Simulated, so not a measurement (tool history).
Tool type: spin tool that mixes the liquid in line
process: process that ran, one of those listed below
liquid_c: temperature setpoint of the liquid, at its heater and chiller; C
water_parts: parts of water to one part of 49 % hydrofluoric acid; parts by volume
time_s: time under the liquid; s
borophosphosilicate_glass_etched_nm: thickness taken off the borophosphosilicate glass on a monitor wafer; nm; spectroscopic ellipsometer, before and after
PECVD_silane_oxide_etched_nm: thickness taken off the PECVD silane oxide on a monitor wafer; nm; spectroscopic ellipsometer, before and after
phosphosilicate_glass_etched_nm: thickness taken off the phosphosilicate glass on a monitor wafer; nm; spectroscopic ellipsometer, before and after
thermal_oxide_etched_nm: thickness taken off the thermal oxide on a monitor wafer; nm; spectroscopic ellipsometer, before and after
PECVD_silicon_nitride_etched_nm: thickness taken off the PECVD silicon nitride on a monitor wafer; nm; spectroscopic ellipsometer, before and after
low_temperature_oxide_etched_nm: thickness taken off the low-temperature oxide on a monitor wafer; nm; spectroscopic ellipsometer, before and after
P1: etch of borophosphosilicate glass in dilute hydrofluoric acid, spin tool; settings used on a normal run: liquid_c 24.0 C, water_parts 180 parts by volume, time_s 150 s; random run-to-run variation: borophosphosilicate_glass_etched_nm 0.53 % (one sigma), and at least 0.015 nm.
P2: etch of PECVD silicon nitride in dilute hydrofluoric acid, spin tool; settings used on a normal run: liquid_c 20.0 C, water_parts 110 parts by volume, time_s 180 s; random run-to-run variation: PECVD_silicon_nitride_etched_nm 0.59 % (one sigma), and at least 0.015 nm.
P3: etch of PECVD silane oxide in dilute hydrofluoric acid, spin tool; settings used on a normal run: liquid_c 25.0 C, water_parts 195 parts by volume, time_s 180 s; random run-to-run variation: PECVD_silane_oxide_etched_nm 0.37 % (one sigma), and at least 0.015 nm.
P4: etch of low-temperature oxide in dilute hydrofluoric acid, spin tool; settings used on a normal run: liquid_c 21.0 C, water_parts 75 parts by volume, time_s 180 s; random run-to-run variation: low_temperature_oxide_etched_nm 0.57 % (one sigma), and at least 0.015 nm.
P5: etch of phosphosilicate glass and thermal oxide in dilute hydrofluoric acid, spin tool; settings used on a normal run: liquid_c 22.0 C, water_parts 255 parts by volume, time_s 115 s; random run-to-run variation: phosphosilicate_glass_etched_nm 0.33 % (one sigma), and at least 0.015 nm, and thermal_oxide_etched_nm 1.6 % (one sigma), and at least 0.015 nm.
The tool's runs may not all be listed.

run,hour,process,liquid_c,water_parts,time_s,borophosphosilicate_glass_etched_nm,PECVD_silane_oxide_etched_nm,phosphosilicate_glass_etched_nm,thermal_oxide_etched_nm,PECVD_silicon_nitride_etched_nm,low_temperature_oxide_etched_nm
1,13.2,P1,24.0,180,150,34.0440,,,,,
2,20.9,P1,30.0,180,15,4.2230,,,,,
3,30.9,P3,25.0,195,180,,20.8160,,,,
4,37.9,P5,29.0,255,115,,,28.011,2.1765,,
5,49.8,P2,20.0,165,180,,,,,3.67970,
6,64.3,P4,21.0,75,180,,,,,,34.416
7,73.4,P2,27.0,110,180,,,,,8.76940,
8,79.8,P1,24.0,180,150,33.6630,,,,,
9,90.9,P2,20.0,110,20,,,,,0.58282,
10,99.6,P3,25.0,195,15,,1.7605,,,,
11,111.1,P4,21.0,130,180,,,,,,18.575
12,121.2,P3,18.0,195,180,,16.1040,,,,
13,130.7,P1,24.0,80,55,31.5570,,,,,
14,139.7,P4,21.0,75,180,,,,,,34.368
15,149.5,P1,24.0,180,150,34.1100,,,,,
16,158.3,P1,24.0,180,150,34.0990,,,,,
17,171.0,P2,20.0,110,180,,,,,5.42230,
18,182.6,P1,20.5,265,150,18.8110,,,,,
19,195.3,P1,24.0,180,30,6.7743,,,,,
20,202.0,P1,24.0,115,150,57.4510,,,,,
21,210.7,P1,24.0,180,150,34.2410,,,,,
22,220.5,P1,24.0,275,150,20.0020,,,,,
23,234.2,P5,22.0,60,115,,,114.300,8.8781,,
24,247.2,P3,25.0,40,180,,123.9000,,,,
25,254.4,P1,24.0,180,255,57.8250,,,,,
26,267.5,P1,17.0,180,150,26.0630,,,,,
27,279.0,P5,22.0,255,115,,,21.819,1.7339,,
28,290.4,P3,25.0,195,180,,20.9010,,,,
29,302.0,P1,30.5,180,150,42.9650,,,,,
30,314.5,P5,22.0,255,190,,,36.097,2.8351,,
31,321.0,P4,29.0,75,180,,,,,,46.867
32,329.4,P2,20.0,110,180,,,,,5.41530,
33,343.1,P5,22.0,255,115,,,21.792,1.7531,,
34,353.6,P4,21.0,75,290,,,,,,54.922
35,365.5,P1,24.0,180,150,33.8580,,,,,
36,372.0,P1,24.0,180,150,33.4740,,,,,
37,382.7,P1,24.0,180,150,32.5450,,,,,
38,392.2,P1,24.0,180,150,32.1730,,,,,
39,400.0,P1,24.0,180,150,32.1690,,,,,
40,409.2,P1,24.0,180,150,31.6930,,,,,
41,421.2,P1,24.0,180,150,31.3060,,,,,
42,433.8,P1,24.0,180,150,31.3790,,,,,
43,448.3,P1,24.0,180,150,30.9700,,,,,
44,460.0,P1,24.0,180,150,31.1520,,,,,
45,472.8,P1,24.0,180,150,31.1810,,,,,

The log shows P1 creeping away from where it was. Any of the 2 causes listed here, at the size stated for it, fits the log just as well as the others:
A: hydrofluoric acid flow below the setpoint (%) = 7.04
B: liquid colder than its thermometer reads (K) = 2.32
The onset of the drift is placed at about hour 365.5.

Of the 4 check runs listed below, each run on one wafer and each result written as a question mark, which would let you distinguish the listed causes because they would give clearly different results?
check 1,485.6,P4,28.5,125,180,,,,,,?
check 2,485.6,P2,20.0,160,110,,,,,?,
check 3,485.6,P5,22.0,135,115,,,?,?,,
check 4,485.6,P3,25.0,130,180,,?,,,,

What each check would give under each cause:
check,result,if A,if B
check 1,low_temperature_oxide_etched_nm,23.882,23.834
check 2,PECVD_silicon_nitride_etched_nm,2.16020,1.98430
check 3,phosphosilicate_glass_etched_nm,42.911,42.563
check 3,thermal_oxide_etched_nm,3.4126,3.3849
check 4,PECVD_silane_oxide_etched_nm,31.1040,30.9400
Per-check spread between the two closest causes, in the result where they differ most: check 1 0.2 %; check 2 8.49 %; check 3 0.82 %; check 4 0.53 %
Only in check 2 would the causes give clearly different results; in the remaining checks their results would be nearly the same.

Check 2 was then run and gave: PECVD_silicon_nitride_etched_nm 2.12430 nm. Which cause is it?

Of the candidate causes, it is A: hydrofluoric acid flow below the setpoint (%).
